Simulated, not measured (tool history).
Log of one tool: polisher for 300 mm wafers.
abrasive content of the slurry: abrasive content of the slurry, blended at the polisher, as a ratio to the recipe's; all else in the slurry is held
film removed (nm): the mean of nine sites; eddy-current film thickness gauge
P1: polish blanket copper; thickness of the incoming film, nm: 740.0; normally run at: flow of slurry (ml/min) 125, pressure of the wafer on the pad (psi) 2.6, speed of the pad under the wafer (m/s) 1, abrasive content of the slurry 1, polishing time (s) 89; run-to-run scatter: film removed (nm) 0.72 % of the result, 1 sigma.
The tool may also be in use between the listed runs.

run    day  flow of slurry (ml/min)  pressure of the wafer on the pad (psi)  speed of the pad under the wafer (m/s)  abrasive content of the slurry  polishing time (s)  wafers polished on this pad  hours since the slurry nozzle was cleaned  hours since the head pressure was calibrated  hours since the slurry blender was calibrated  film removed (nm)
  1  0.258                      125                                     2.6                                       1                               1                  89                          954                                      365.2                                        1082.1                                           43.4             282.97
  2  0.508                      125                                     2.6                                    0.68                               1                  89                         1021                                      371.2                                        1088.1                                           49.4             192.07
  3   0.85                      125                                     3.7                                       1                               1                 112                         1112                                      379.4                                        1096.3                                           57.6             503.38
  4  1.158                      125                                     2.6                                       1                               1                  89                         1195                                      386.8                                        1103.7                                             65             283.99
  5  1.425                      125                                     3.6                                       1                               1                  89                         1266                                      393.2                                        1110.1                                           71.4             393.91
  6  1.933                      125                                     1.9                                       1                               1                  89                         1402                                      405.4                                        1122.3                                           83.6             205.53
  7  2.267                      125                                     2.6                                     1.4                               1                  89                         1491                                      413.4                                        1130.3                                           91.6             399.16
  8  2.725                      125                                     2.6                                       1                               1                  41                         1614                                      424.4                                        1141.3                                          102.6             131.28
  9  3.125                      125                                     2.6                                       1                            1.35                  89                         1720                                        434                                        1150.9                                          112.2             304.79
 10  3.688                      175                                     2.6                                       1                               1                  89                         1871                                      447.5                                        1164.4                                          125.7             301.89
 11  3.975                      125                                     2.6                                       1                             0.5                  89                         1948                                      454.4                                        1171.3                                          132.6              246.2
 12  4.317                      125                                     2.6                                       1                               1                  89                         2039                                      462.6                                        1179.5                                          140.8             279.96
 13  4.729                      125                                     2.6                                       1                               1                 130                         2149                                      472.5                                        1189.4                                          150.7             414.28
 14  5.225                       80                                     2.6                                       1                               1                  89                         2282                                      484.4                                        1201.3                                          162.6             249.69
 15  5.483                      125                                     2.6                                       1                               1                  89                         2351                                      490.6                                        1207.5                                          168.8             283.76
 16  5.996                      125                                     2.6                                       1                               1                  89                         2488                                      502.9                                        1219.8                                          181.1             284.09
 17  6.479                      125                                     2.6                                       1                               1                  89                         2617                                      514.5                                        1231.4                                          192.7             266.63

The next listed run, before its measurement:
 18  6.775                      125                                     2.6                                       1                               1                  89                         2696                                      521.6                                        1238.5                                          199.8                  ?

Run 18 gave film removed (nm) 260.94.
